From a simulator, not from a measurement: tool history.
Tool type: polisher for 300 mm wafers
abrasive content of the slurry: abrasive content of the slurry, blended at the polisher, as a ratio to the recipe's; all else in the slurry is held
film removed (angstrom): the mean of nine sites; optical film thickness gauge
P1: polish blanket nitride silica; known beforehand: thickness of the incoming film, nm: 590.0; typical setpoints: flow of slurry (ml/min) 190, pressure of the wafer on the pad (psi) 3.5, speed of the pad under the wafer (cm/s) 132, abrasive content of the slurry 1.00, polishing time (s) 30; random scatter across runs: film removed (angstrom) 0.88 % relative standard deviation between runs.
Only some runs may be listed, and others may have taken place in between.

run	day	flow of slurry (ml/min)	pressure of the wafer on the pad (psi)	speed of the pad under the wafer (cm/s)	abrasive content of the slurry	polishing time (s)	wafers polished on this pad	hours since the slurry nozzle was cleaned	hours since the head pressure was calibrated	hours since the slurry blender was calibrated	hours since the conditioning disc was replaced	film removed (angstrom)
1	0.496	190	3.5	132	1.00	30	579	217.9	245.5	184.8	370.6	194.15
2	1.133	190	1.9	132	1.00	30	791	233.2	260.8	200.1	385.9	103.39
3	1.612	120	3.5	132	1.00	30	950	244.7	272.3	211.6	397.4	178.13
4	2.296	190	3.5	132	0.55	30	1177	261.1	288.7	228.0	413.8	142.30
5	2.800	190	3.5	132	1.00	41	1345	273.2	300.8	240.1	425.9	262.39
# day 2.862: head pressure recalibrated
6	3.517	190	3.5	132	1.00	30	1583	290.4	15.8	257.3	443.1	193.04
7	4.088	280	3.5	132	0.75	30	1773	304.1	29.5	271.0	456.8	176.76
8	4.700	190	3.5	132	1.00	30	1977	318.8	44.2	285.7	471.5	194.53
9	5.229	190	3.5	82	1.00	30	2153	331.5	56.9	298.4	484.2	131.34
10	5.912	190	3.5	132	1.00	20	2380	347.9	73.3	314.8	500.6	129.55
11	6.488	190	3.5	132	1.00	30	2571	361.7	87.1	328.6	514.4	196.14
12	7.033	295	3.5	132	1.00	30	2752	374.8	100.2	341.7	527.5	203.25
13	7.700	190	5.1	132	1.00	30	2974	390.8	116.2	357.7	543.5	281.43
14	8.321	190	3.5	132	1.00	30	3181	405.7	131.1	372.6	558.4	194.90
15	8.767	190	3.5	132	1.50	30	3329	416.4	141.8	383.3	569.1	228.81
16	9.092	190	3.5	202	1.00	30	3437	424.2	149.6	391.1	576.9	273.09
17	9.638	190	3.5	132	1.00	30	3618	437.3	162.7	404.2	590.0	191.42
18	10.283	190	3.5	132	1.00	30	3833	452.8	178.2	419.7	605.5	192.75
19	10.821	190	3.5	132	1.00	30	4012	465.7	191.1	432.6	618.4	181.59
20	11.412	190	3.5	132	1.00	30	4209	479.9	205.3	446.8	632.6	177.24
21	11.988	190	3.5	132	1.00	30	4400	493.7	219.1	460.6	646.4	174.16
# day 12.167: slurry nozzle cleaned
# day 12.296: head pressure recalibrated
22	12.529	190	3.5	132	1.00	30	4580	8.8	5.7	473.6	659.4	170.17
# day 12.538: conditioning disc replaced and pad reconditioned
23	13.229	190	3.5	132	1.00	30	4813	25.6	22.5	490.4	16.6	167.28
24	13.796	190	3.5	132	1.00	30	5001	39.2	36.1	504.0	30.2	167.21
25	14.383	190	3.5	132	1.00	30	5196	53.3	50.2	518.1	44.3	165.60

What P1 gives has crept away from where it was. These 2 causes fit the log equally well, each at the size given:
A: abrasive missing from the slurry, % = 25.8
B: removal rate lost through wear of the pad, % = 13.6
The drift started at roughly day 10.283.
Excluded causes, each with its reason:
slurry flow missing at the pad, %: its service at day 12.167 followed the start of the drift and did not put the process back to its old value
head's pressure below its setpoint, %: its service at day 12.296 followed the start of the drift and did not put the process back to its old value
time polished since the conditioner stopped cutting, s: its service at day 12.538 followed the start of the drift and did not put the process back to its old value

The 4 check runs listed below each average the results of 3 wafers, and their outcomes are marked with question marks. Under which run would the listed causes produce clearly different results?
check 1	14.971	190	3.5	92	1.00	39						?
check 2	14.971	190	3.5	132	0.60	30						?
check 3	14.971	190	2.8	132	1.00	30						?
check 4	14.971	130	3.5	132	1.00	30						?

Predicted outcomes, by check and by cause:
check	result	if A	if B
check 1	film removed (angstrom)	163.10	163.19
check 2	film removed (angstrom)	123.81	128.60
check 3	film removed (angstrom)	133.98	134.05
check 4	film removed (angstrom)	157.23	157.32
Per-check spread between the two closest causes, in the result where they differ most: check 1 0.06 %; check 2 3.79 %; check 3 0.06 %; check 4 0.06 %
Only check 2 tells the causes apart: in the others they would give nearly the same result.

Check 2 was then run and gave: film removed (angstrom) 123.22. Which cause is it?

It is A: abrasive missing from the slurry, %.
